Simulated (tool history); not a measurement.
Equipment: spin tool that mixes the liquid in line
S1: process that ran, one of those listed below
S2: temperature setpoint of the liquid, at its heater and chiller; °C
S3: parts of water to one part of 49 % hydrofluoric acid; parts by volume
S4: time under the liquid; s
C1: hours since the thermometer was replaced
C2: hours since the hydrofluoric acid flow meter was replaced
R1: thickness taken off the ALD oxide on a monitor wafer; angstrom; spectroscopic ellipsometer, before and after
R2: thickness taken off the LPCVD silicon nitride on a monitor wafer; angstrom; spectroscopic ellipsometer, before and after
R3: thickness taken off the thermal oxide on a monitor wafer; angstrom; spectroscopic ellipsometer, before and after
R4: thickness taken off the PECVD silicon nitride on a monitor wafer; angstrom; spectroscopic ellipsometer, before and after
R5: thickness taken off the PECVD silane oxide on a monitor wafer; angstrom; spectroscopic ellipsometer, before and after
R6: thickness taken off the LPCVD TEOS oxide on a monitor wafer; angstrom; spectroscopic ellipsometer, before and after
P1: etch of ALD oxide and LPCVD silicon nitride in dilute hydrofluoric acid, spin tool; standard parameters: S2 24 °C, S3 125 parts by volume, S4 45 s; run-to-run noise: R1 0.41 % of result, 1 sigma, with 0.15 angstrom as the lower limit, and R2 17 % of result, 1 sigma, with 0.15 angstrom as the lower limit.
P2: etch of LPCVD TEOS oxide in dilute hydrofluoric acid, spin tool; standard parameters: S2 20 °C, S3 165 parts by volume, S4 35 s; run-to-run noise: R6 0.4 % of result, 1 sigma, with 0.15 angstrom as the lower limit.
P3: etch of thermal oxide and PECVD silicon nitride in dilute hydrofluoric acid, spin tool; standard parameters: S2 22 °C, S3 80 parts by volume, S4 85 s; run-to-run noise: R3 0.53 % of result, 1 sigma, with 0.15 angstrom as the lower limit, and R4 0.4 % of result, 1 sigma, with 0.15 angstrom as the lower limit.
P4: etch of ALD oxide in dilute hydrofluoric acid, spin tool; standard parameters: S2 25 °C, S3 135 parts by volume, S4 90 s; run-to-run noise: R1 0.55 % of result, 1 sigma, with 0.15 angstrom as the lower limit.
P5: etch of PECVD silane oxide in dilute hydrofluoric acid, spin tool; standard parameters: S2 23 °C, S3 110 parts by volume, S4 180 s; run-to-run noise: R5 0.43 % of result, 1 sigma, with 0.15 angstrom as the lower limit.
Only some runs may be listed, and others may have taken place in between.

run	hour	S1	S2	S3	S4	C1	C2	R1	R2	R3	R4	R5	R6
1	5.1	P1	24	125	45	1372	224.3	84.299	1.4843				
2	14.2	P3	22	80	85	1381.1	233.4			48.175	52.536		
3	22.6	P5	23	185	180	1389.5	241.8					146.54	
4	31.1	P1	24	125	75	1398	250.3	141.04	2.6172				
5	36.1	P4	25	135	90	1403	255.3	200.93					
6	42.2	P5	29	110	180	1409.1	261.4					334.7	
7	48.7	P1	24	125	45	1415.6	267.9	84.133	1.5969				
8	53.6	P1	29	125	15	1420.5	272.8	34.163	0.67353				
9	59.4	P1	17	125	45	1426.3	278.6	63.216	1.6211				
10	65	P1	24	125	45	1431.9	284.2	83.841	1.486				
11	71.2	P5	23	110	35	1438.1	290.4					52.277	
12	78.6	P3	22	80	85	1445.5	297.8			47.844	51.733		
13	85.5	P5	23	110	180	1452.4	304.7					266.91	
14	91.2	P2	20	165	55	1458.1	310.4						83.056
15	96.8	P4	25	80	90	1463.7	316	362.55					
16	101.5	P1	28	125	45	1468.4	320.7	97.679	1.8727				
17	111.1	P3	27	80	85	1478	330.3			58.647	72.484		
18	119.7	P1	24	125	45	1486.6	338.9	84.172	1.4774				
19	126.5	P2	20	70	35	1493.4	345.7						138.02
20	132.2	P3	22	80	155	1499.1	351.4			88.436	96.035		
21	139	P2	17	165	35	1505.9	358.2						47.522
22	143.5	P1	24	190	45	1510.4	362.7	51.615	0.98585				
23	148.7	P1	24	125	15	1515.6	367.9	28.063	0.50888				
24	156.8	P1	24	125	45	1523.7	376	84.437	1.2701				
# hour 162.5: thermometer replaced
25	163.7	P1	24	125	45	1.2	382.9	84.238	1.467				
26	172.9	P4	19	135	90	10.4	392.1	160.28					
27	177.5	P4	25	135	130	15	396.7	289.96					
28	184.8	P3	22	40	85	22.3	404			101.84	103.1		
29	192.6	P1	24	30	45	30.1	411.8	397.05	5.7329				
30	197.1	P1	24	125	45	34.6	416.3	84	1.4848				
31	206.1	P2	20	165	35	43.6	425.3						52.954
32	211.4	P1	24	125	45	48.9	430.6	84.661	1.8605				
33	217	P1	24	125	45	54.5	436.2	82.09	1.4879				
34	224.8	P1	24	125	45	62.3	444	79.684	1.9322				
35	233.9	P1	24	125	45	71.4	453.1	78.566	1.4306				
36	241.2	P1	24	125	45	78.7	460.4	77.774	1.6318				
37	248.7	P1	24	125	45	86.2	467.9	78.047	1.3935				
38	254.7	P1	24	125	45	92.2	473.9	77.781	1.3724				
39	262	P1	24	125	45	99.5	481.2	77.61	1.2311				

What P1 gives has crept away from where it was. These 2 causes fit the log equally well, each at the size given:
A: liquid colder than its thermometer reads (K) = 2.06
B: hydrofluoric acid flow below the setpoint (%) = 6.77
At approximately hour 211.4, the process output began to creep.

Below are 4 check runs, each on a single wafer, with their results shown as question marks. Which of them would tell the listed causes apart, meaning the causes would give clearly different results under it?
check 1	269.3	P5	23	110	180							?	
check 2	269.3	P4	25	135	90			?					
check 3	269.3	P3	22	80	85					?	?		
check 4	269.3	P2	20	165	35								?

What each check would give under each cause:
check	result	if A	if B
check 1	R5	246.61	247.36
check 2	R1	185.35	184.97
check 3	R3	44.202	44.553
check 3	R4	45.53	48.906
check 4	R6	48.681	48.673
Distance between the nearest two causes, measured in the result of the check that separates them most: check 1 0.31 %; check 2 0.21 %; check 3 7.15 %; check 4 0.02 %
Check 3 distinguishes between the causes, while the remaining checks would return nearly the same result for all of them.

Here is what check 3 returned: R3 44.563 angstrom; R4 45.544 angstrom. Which cause is it?

Of the candidate causes, it is A: liquid colder than its thermometer reads (K).
